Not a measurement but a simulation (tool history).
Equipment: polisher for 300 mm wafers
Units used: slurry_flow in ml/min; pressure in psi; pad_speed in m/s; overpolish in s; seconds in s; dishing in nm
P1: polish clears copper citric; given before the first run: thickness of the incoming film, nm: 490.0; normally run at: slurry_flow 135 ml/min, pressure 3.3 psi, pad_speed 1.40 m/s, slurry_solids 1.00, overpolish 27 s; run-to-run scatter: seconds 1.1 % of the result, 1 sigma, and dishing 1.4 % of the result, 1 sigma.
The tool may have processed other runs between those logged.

run   hour  slurry_flow  pressure  pad_speed  slurry_solids  overpolish  wafers polished on this pad  hours since the slurry nozzle was cleaned  hours since the head pressure was calibrated  hours since the slurry blender was calibrated  seconds  dishing
  1   13.2          135       3.3       1.40           1.00          27                          377                                      411.9                                         383.9                                          116.1   151.44   49.131
  2   25.5          135       3.3       1.40           1.00          27                          454                                      424.2                                         396.2                                          128.4   151.58   47.258
  3   37.1          170       3.3       1.40           1.00          27                          527                                      435.8                                         407.8                                          140.0   142.59   50.935
      46.5  -- slurry nozzle cleaned
  4   51.6          135       3.3       1.40           0.60          27                          618                                        5.1                                         422.3                                          154.5   166.10   46.132
  5   58.4          135       3.3       0.92           1.00          27                          661                                       11.9                                         429.1                                          161.3   230.66   36.004
  6   70.1          135       4.8       1.40           1.00          27                          735                                       23.6                                         440.8                                          173.0   103.03   64.362
  7   81.8          135       2.0       1.40           1.00          27                          808                                       35.3                                         452.5                                          184.7   240.48   33.149
  8   89.5          135       3.3       2.14           1.00          27                          856                                       43.0                                         460.2                                          192.4   100.31   60.776
  9  103.0          135       3.3       1.40           1.00          27                          941                                       56.5                                         473.7                                          205.9   150.69   48.792
     113.5  -- head pressure recalibrated
 10  115.1          135       3.3       1.40           1.00           8                         1017                                       68.6                                           1.7                                          218.0   150.95   18.355
 11  125.0          135       3.3       1.40           1.00          27                         1080                                       78.5                                          11.6                                          227.9   152.58   48.443
 12  133.4           80       3.3       1.40           1.00          27                         1132                                       86.9                                          20.0                                          236.3   170.37   45.060
 13  148.0          135       3.3       1.40           0.75           8                         1224                                      101.5                                          34.6                                          250.9   159.51   17.380
 14  159.1          135       3.3       1.40           1.35          27                         1294                                      112.6                                          45.7                                          262.0   142.31   50.760
 15  172.0          135       3.3       1.40           1.00          27                         1375                                      125.5                                          58.6                                          274.9   150.96   48.890
 16  186.8          135       3.3       1.40           1.00          41                         1468                                      140.3                                          73.4                                          289.7   149.04   61.673
 17  195.0          135       3.3       1.40           1.00          27                         1519                                      148.5                                          81.6                                          297.9   151.56   49.338
 18  202.5          135       3.3       1.40           1.00          27                         1567                                      156.0                                          89.1                                          305.4   153.57   49.050
 19  216.3          135       3.3       1.40           1.00          27                         1653                                      169.8                                         102.9                                          319.2   160.24   45.346
 20  225.1          135       3.3       1.40           1.00          27                         1709                                      178.6                                         111.7                                          328.0   159.32   45.731
     232.6  -- head pressure recalibrated
     234.4  -- slurry blender recalibrated
 21  237.7          135       3.3       1.40           1.00          27                         1788                                      191.2                                           5.1                                            3.3   163.12   46.228
 22  246.7          135       3.3       1.40           1.00          27                         1844                                      200.2                                          14.1                                           12.3   164.33   46.666
 23  256.7          135       3.3       1.40           1.00          27                         1907                                      210.2                                          24.1                                           22.3   164.51   45.467

The output of P1 has drifted from where it used to be. Each of the 2 causes below, taken at the size shown beside it, accounts for the log equally well:
A: removal rate lost through wear of the pad, % = 7.07
B: slurry flow missing at the pad, % = 28.2
The drift started at roughly hour 195.0.
Every other cause this tool's parts could produce, and why it does not fit the log:
head's pressure below its setpoint, %: serviced at hour 232.6, which brought nothing back
abrasive missing from the slurry, %: serviced at hour 234.4, which brought nothing back

Each of the check runs listed below is run on 5 wafers and reports their average, with the results left as question marks. Pick the one under which the possible causes would lead to clearly different results.
check 1  266.7          135       4.4       1.40           1.00          37                                                                                                                                                                             ?        ?
check 2  266.7           85       3.3       1.40           1.00          27                                                                                                                                                                             ?        ?
check 3  266.7          135       3.3       2.00           1.00          27                                                                                                                                                                             ?        ?
check 4  266.7          135       3.3       1.40           1.00          14                                                                                                                                                                             ?        ?

Outcome of each check run for each possible cause:
  check   result    if A    if B
check 1  seconds  122.27  122.26
check 1  dishing  68.329  68.333
check 2  seconds  181.04  187.67
check 2  dishing  42.988  41.900
check 3  seconds  114.21  114.20
check 3  dishing  57.697  57.701
check 4  seconds  162.39  162.37
check 4  dishing  28.197  28.199
Distance between the nearest two causes, measured in the result of the check that separates them most: check 1 0.01 %; check 2 3.6 %; check 3 0.01 %; check 4 0.01 %
The causes can be told apart only by check 2. The other checks would give nearly the same results under each of them.

The results of check 2 are: seconds 189.15 s; dishing 42.204 nm. Based on these, which of the listed causes is it?

Of the candidate causes, it is B: slurry flow missing at the pad, %.
